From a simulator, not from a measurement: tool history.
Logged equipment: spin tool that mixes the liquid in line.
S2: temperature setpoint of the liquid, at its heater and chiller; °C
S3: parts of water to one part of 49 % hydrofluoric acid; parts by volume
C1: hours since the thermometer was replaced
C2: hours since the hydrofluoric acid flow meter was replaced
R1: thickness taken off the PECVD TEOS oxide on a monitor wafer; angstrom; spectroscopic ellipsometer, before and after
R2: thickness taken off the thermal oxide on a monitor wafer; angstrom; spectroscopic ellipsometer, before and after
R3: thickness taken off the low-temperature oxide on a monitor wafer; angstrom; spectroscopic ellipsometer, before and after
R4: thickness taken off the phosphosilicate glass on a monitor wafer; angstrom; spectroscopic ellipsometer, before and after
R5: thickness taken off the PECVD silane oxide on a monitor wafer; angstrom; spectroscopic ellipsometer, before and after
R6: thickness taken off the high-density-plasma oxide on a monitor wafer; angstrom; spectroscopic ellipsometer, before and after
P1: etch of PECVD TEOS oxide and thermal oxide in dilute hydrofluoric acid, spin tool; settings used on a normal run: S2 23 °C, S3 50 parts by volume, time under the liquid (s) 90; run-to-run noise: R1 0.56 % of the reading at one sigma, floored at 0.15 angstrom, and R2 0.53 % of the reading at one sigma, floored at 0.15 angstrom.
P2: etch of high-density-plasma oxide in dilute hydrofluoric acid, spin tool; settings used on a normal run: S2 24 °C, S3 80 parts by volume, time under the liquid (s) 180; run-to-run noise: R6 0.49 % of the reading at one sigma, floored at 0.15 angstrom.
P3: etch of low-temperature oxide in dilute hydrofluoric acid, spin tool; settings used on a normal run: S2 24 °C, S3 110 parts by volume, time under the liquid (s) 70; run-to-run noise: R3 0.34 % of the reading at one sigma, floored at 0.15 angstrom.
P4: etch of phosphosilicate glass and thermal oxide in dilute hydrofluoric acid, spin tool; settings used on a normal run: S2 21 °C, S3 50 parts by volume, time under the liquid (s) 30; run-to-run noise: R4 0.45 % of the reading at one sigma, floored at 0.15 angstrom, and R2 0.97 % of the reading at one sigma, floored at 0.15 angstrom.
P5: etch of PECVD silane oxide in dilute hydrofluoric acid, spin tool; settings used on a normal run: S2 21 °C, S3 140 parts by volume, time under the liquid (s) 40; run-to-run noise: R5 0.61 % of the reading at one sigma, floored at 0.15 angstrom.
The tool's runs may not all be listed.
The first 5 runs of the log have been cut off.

{"run": 6, "hour": 41.8, "process that ran": "P5", "S2": 21, "S3": 140, "time under the liquid (s)": 40, "C1": 951, "C2": 355.2, "R5": 38.647}
{"run": 7, "hour": 47.7, "process that ran": "P1", "S2": 29.5, "S3": 50, "time under the liquid (s)": 90, "C1": 956.9, "C2": 361.1, "R1": 332.79, "R2": 113}
{"run": 8, "hour": 57.0, "process that ran": "P1", "S2": 23, "S3": 50, "time under the liquid (s)": 160, "C1": 966.2, "C2": 370.4, "R1": 454.62, "R2": 155.03}
{"run": 9, "hour": 67.6, "process that ran": "P2", "S2": 24, "S3": 80, "time under the liquid (s)": 180, "C1": 976.8, "C2": 381, "R6": 154.99}
{"run": 10, "hour": 77.7, "process that ran": "P5", "S2": 21, "S3": 140, "time under the liquid (s)": 15, "C1": 986.9, "C2": 391.1, "R5": 14.141}
{"run": 11, "hour": 82.7, "process that ran": "P4", "S2": 21, "S3": 25, "time under the liquid (s)": 30, "C1": 991.9, "C2": 396.1, "R2": 55.28, "R4": 2210.8}
{"run": 12, "hour": 89.0, "process that ran": "P1", "S2": 23, "S3": 50, "time under the liquid (s)": 90, "C1": 998.2, "C2": 402.4, "R1": 257.09, "R2": 86.321}
{"run": 13, "hour": 94.2, "process that ran": "P1", "S2": 23, "S3": 75, "time under the liquid (s)": 90, "C1": 1003.4, "C2": 407.6, "R1": 166.42, "R2": 56.71}
{"run": 14, "hour": 99.2, "process that ran": "P1", "S2": 23, "S3": 50, "time under the liquid (s)": 35, "C1": 1008.4, "C2": 412.6, "R1": 100.05, "R2": 33.863}
{"run": 15, "hour": 104.8, "process that ran": "P3", "S2": 24, "S3": 110, "time under the liquid (s)": 70, "C1": 1014, "C2": 418.2, "R3": 190.57}
{"run": 16, "hour": 111.5, "process that ran": "P2", "S2": 24, "S3": 80, "time under the liquid (s)": 85, "C1": 1020.7, "C2": 424.9, "R6": 73.037}
{"run": 17, "hour": 117.2, "process that ran": "P1", "S2": 23, "S3": 65, "time under the liquid (s)": 145, "C1": 1026.4, "C2": 430.6, "R1": 310.82, "R2": 107.46}
{"run": 18, "hour": 126.6, "process that ran": "P2", "S2": 24, "S3": 80, "time under the liquid (s)": 180, "C1": 1035.8, "C2": 440, "R6": 155.79}
{"run": 19, "hour": 133.0, "process that ran": "P1", "S2": 18.5, "S3": 50, "time under the liquid (s)": 90, "C1": 1042.2, "C2": 446.4, "R1": 212.38, "R2": 71.822}
{"run": 20, "hour": 138.6, "process that ran": "P2", "S2": 24, "S3": 35, "time under the liquid (s)": 180, "C1": 1047.8, "C2": 452, "R6": 372.07}
{"run": 21, "hour": 144.7, "process that ran": "P1", "S2": 23, "S3": 20, "time under the liquid (s)": 90, "C1": 1053.9, "C2": 458.1, "R1": 668.55, "R2": 227.75}
{"run": 22, "hour": 153.5, "process that ran": "P1", "S2": 27, "S3": 30, "time under the liquid (s)": 90, "C1": 1062.7, "C2": 466.9, "R1": 521.08, "R2": 176.22}
{"run": 23, "hour": 163.1, "process that ran": "P5", "S2": 21, "S3": 140, "time under the liquid (s)": 40, "C1": 1072.3, "C2": 476.5, "R5": 38.436}

Run 24, settings as shown, results not yet in. Your forecast:
{"run": 24, "hour": 173.2, "process that ran": "P4", "S2": 21, "S3": 50, "time under the liquid (s)": 15, "C1": 1082.4, "C2": 486.6, "R2": "?", "R4": "?"}

Run 24 yielded R2 13.713 angstrom, R4 537.05 angstrom.

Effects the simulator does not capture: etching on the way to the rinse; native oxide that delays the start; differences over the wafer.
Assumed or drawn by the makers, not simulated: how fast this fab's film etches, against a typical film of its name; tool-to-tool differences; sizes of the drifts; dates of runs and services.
